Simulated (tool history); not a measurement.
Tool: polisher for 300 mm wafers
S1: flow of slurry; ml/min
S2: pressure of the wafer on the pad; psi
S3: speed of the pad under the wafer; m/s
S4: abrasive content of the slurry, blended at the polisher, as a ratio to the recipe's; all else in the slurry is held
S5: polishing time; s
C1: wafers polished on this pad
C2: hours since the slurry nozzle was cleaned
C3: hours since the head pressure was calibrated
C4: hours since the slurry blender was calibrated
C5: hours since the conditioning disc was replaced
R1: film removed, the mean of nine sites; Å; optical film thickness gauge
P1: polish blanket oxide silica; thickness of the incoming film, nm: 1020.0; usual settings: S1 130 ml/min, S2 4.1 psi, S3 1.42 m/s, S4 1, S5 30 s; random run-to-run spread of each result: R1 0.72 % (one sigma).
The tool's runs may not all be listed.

{"run": 1, "hour": 15.2, "S1": 130, "S2": 4.1, "S3": 1.42, "S4": 1, "S5": 30, "C1": 566, "C2": 221.4, "C3": 305.4, "C4": 308.1, "C5": 241.6, "R1": 1302.1}
{"run": 2, "hour": 24.7, "S1": 130, "S2": 4.1, "S3": 1.42, "S4": 1, "S5": 30, "C1": 658, "C2": 230.9, "C3": 314.9, "C4": 317.6, "C5": 251.1, "R1": 1291.1}
{"run": 3, "hour": 35.7, "S1": 130, "S2": 4.1, "S3": 0.74, "S4": 1, "S5": 30, "C1": 764, "C2": 241.9, "C3": 325.9, "C4": 328.6, "C5": 262.1, "R1": 771.69}
{"run": 4, "hour": 42.6, "S1": 130, "S2": 4.1, "S3": 1.42, "S4": 1.35, "S5": 30, "C1": 831, "C2": 248.8, "C3": 332.8, "C4": 335.5, "C5": 269, "R1": 1460.2}
{"run": 5, "hour": 52.0, "S1": 95, "S2": 4.1, "S3": 1.42, "S4": 1, "S5": 30, "C1": 922, "C2": 258.2, "C3": 342.2, "C4": 344.9, "C5": 278.4, "R1": 1205.9}
{"run": 6, "hour": 58.7, "S1": 130, "S2": 4.1, "S3": 1.42, "S4": 1, "S5": 41, "C1": 987, "C2": 264.9, "C3": 348.9, "C4": 351.6, "C5": 285.1, "R1": 1777.4}
{"run": 7, "hour": 69.8, "S1": 130, "S2": 4.1, "S3": 1.42, "S4": 1, "S5": 30, "C1": 1095, "C2": 276, "C3": 360, "C4": 362.7, "C5": 296.2, "R1": 1309.1}
{"run": 8, "hour": 84.7, "S1": 90, "S2": 4.1, "S3": 1.42, "S4": 0.7, "S5": 30, "C1": 1239, "C2": 290.9, "C3": 374.9, "C4": 377.6, "C5": 311.1, "R1": 997.72}
{"run": 9, "hour": 100.0, "S1": 130, "S2": 1.8, "S3": 1.42, "S4": 1, "S5": 30, "C1": 1387, "C2": 306.2, "C3": 390.2, "C4": 392.9, "C5": 326.4, "R1": 575.55}
{"run": 10, "hour": 109.9, "S1": 130, "S2": 4.1, "S3": 1.42, "S4": 0.5, "S5": 30, "C1": 1483, "C2": 316.1, "C3": 400.1, "C4": 402.8, "C5": 336.3, "R1": 894.06}
{"run": 11, "hour": 122.3, "S1": 130, "S2": 4.1, "S3": 1.42, "S4": 1, "S5": 30, "C1": 1603, "C2": 328.5, "C3": 412.5, "C4": 415.2, "C5": 348.7, "R1": 1289.2}
{"run": 12, "hour": 137.3, "S1": 130, "S2": 4.1, "S3": 1.42, "S4": 1, "S5": 21, "C1": 1749, "C2": 343.5, "C3": 427.5, "C4": 430.2, "C5": 363.7, "R1": 909.48}
{"run": 13, "hour": 151.9, "S1": 180, "S2": 4.1, "S3": 1.42, "S4": 1, "S5": 30, "C1": 1890, "C2": 358.1, "C3": 442.1, "C4": 444.8, "C5": 378.3, "R1": 1364}
{"run": 14, "hour": 163.0, "S1": 130, "S2": 4.1, "S3": 1.42, "S4": 1, "S5": 30, "C1": 1998, "C2": 369.2, "C3": 453.2, "C4": 455.9, "C5": 389.4, "R1": 1309.9}
{"hour": 173.1, "done": "worn pad replaced by a new one"}
{"run": 15, "hour": 176.9, "S1": 130, "S2": 4.1, "S3": 2.22, "S4": 1, "S5": 30, "C1": 37, "C2": 383.1, "C3": 467.1, "C4": 469.8, "C5": 403.3, "R1": 1858.1}
{"run": 16, "hour": 192.1, "S1": 130, "S2": 6.2, "S3": 1.42, "S4": 1, "S5": 30, "C1": 184, "C2": 398.3, "C3": 482.3, "C4": 485, "C5": 418.5, "R1": 1976.8}
{"run": 17, "hour": 203.5, "S1": 130, "S2": 4.1, "S3": 1.42, "S4": 1, "S5": 30, "C1": 294, "C2": 409.7, "C3": 493.7, "C4": 496.4, "C5": 429.9, "R1": 1301.7}
{"run": 18, "hour": 212.5, "S1": 130, "S2": 4.1, "S3": 1.42, "S4": 1, "S5": 30, "C1": 382, "C2": 418.7, "C3": 502.7, "C4": 505.4, "C5": 438.9, "R1": 1302.6}
{"run": 19, "hour": 222.4, "S1": 130, "S2": 4.1, "S3": 1.42, "S4": 1, "S5": 30, "C1": 477, "C2": 428.6, "C3": 512.6, "C4": 515.3, "C5": 448.8, "R1": 1270.1}
{"run": 20, "hour": 237.0, "S1": 130, "S2": 4.1, "S3": 1.42, "S4": 1, "S5": 30, "C1": 619, "C2": 443.2, "C3": 527.2, "C4": 529.9, "C5": 463.4, "R1": 1240.8}
{"run": 21, "hour": 246.6, "S1": 130, "S2": 4.1, "S3": 1.42, "S4": 1, "S5": 30, "C1": 712, "C2": 452.8, "C3": 536.8, "C4": 539.5, "C5": 473, "R1": 1230.5}
{"run": 22, "hour": 260.3, "S1": 130, "S2": 4.1, "S3": 1.42, "S4": 1, "S5": 30, "C1": 845, "C2": 466.5, "C3": 550.5, "C4": 553.2, "C5": 486.7, "R1": 1207.6}
{"hour": 270.5, "done": "conditioning disc replaced and pad reconditioned"}
{"run": 23, "hour": 274.7, "S1": 130, "S2": 4.1, "S3": 1.42, "S4": 1, "S5": 30, "C1": 984, "C2": 480.9, "C3": 564.9, "C4": 567.6, "C5": 4.2, "R1": 1212.2}
{"hour": 276.4, "done": "head pressure recalibrated"}
{"run": 24, "hour": 282.6, "S1": 130, "S2": 4.1, "S3": 1.42, "S4": 1, "S5": 30, "C1": 1061, "C2": 488.8, "C3": 6.3, "C4": 575.5, "C5": 12.1, "R1": 1203.7}
{"hour": 283.3, "done": "worn pad replaced by a new one"}
{"run": 25, "hour": 291.7, "S1": 130, "S2": 4.1, "S3": 1.42, "S4": 1, "S5": 30, "C1": 81, "C2": 497.9, "C3": 15.4, "C4": 584.6, "C5": 21.2, "R1": 1187.9}
{"run": 26, "hour": 301.4, "S1": 130, "S2": 4.1, "S3": 1.42, "S4": 1, "S5": 30, "C1": 175, "C2": 507.6, "C3": 25.1, "C4": 594.3, "C5": 30.9, "R1": 1192.2}
{"run": 27, "hour": 313.8, "S1": 130, "S2": 4.1, "S3": 1.42, "S4": 1, "S5": 30, "C1": 295, "C2": 520, "C3": 37.5, "C4": 606.7, "C5": 43.3, "R1": 1185.7}
{"run": 28, "hour": 322.2, "S1": 130, "S2": 4.1, "S3": 1.42, "S4": 1, "S5": 30, "C1": 377, "C2": 528.4, "C3": 45.9, "C4": 615.1, "C5": 51.7, "R1": 1189.3}

What P1 gives has crept off from where it sat before. The 2 causes that follow fit the log equally well, each at the size noted:
A: abrasive missing from the slurry, % = 16.8
B: slurry flow missing at the pad, % = 31.5
The onset of the drift is placed at about hour 212.5.
Every other cause this tool's parts could produce, and why it does not fit the log:
removal rate lost through wear of the pad, %: serviced at hour 283.3, after the drift had started, without restoring the earlier output
head's pressure below its setpoint, %: serviced at hour 276.4, after the drift had started, without restoring the earlier output
time polished since the conditioner stopped cutting, s: serviced at hour 270.5, after the drift had started, without restoring the earlier output

Of the 4 check runs below, each run on 5 wafers with the results averaged and each result still a question mark, which one would tell the listed causes apart?
{"run": "check 1", "hour": 330.6, "S1": 130, "S2": 4.1, "S3": 2.2, "S4": 1, "S5": 30, "R1": "?"}
{"run": "check 2", "hour": 330.6, "S1": 130, "S2": 1.9, "S3": 1.42, "S4": 1, "S5": 30, "R1": "?"}
{"run": "check 3", "hour": 330.6, "S1": 130, "S2": 4.1, "S3": 2.02, "S4": 1, "S5": 30, "R1": "?"}
{"run": "check 4", "hour": 330.6, "S1": 130, "S2": 4.1, "S3": 1.84, "S4": 0.55, "S5": 30, "R1": "?"}

How each check would come out, cause by cause:
check=check_1 result=R1 if_A=1690.3 if_B=1690.1
check=check_2 result=R1 if_A=551.86 if_B=551.79
check=check_3 result=R1 if_A=1578.7 if_B=1578.5
check=check_4 result=R1 if_A=1039.5 if_B=1067.8
How far apart the two closest causes lie, in the result that separates them most: check 1 0.01 %; check 2 0.01 %; check 3 0.01 %; check 4 2.69 %
Of the check runs offered, only check 4 discriminates between the causes; the rest would read about the same regardless of which cause applies.

Check 4 was then run and gave: R1 1065.7 Å. Which cause is it?

The correct cause is B, namely: slurry flow missing at the pad, %.

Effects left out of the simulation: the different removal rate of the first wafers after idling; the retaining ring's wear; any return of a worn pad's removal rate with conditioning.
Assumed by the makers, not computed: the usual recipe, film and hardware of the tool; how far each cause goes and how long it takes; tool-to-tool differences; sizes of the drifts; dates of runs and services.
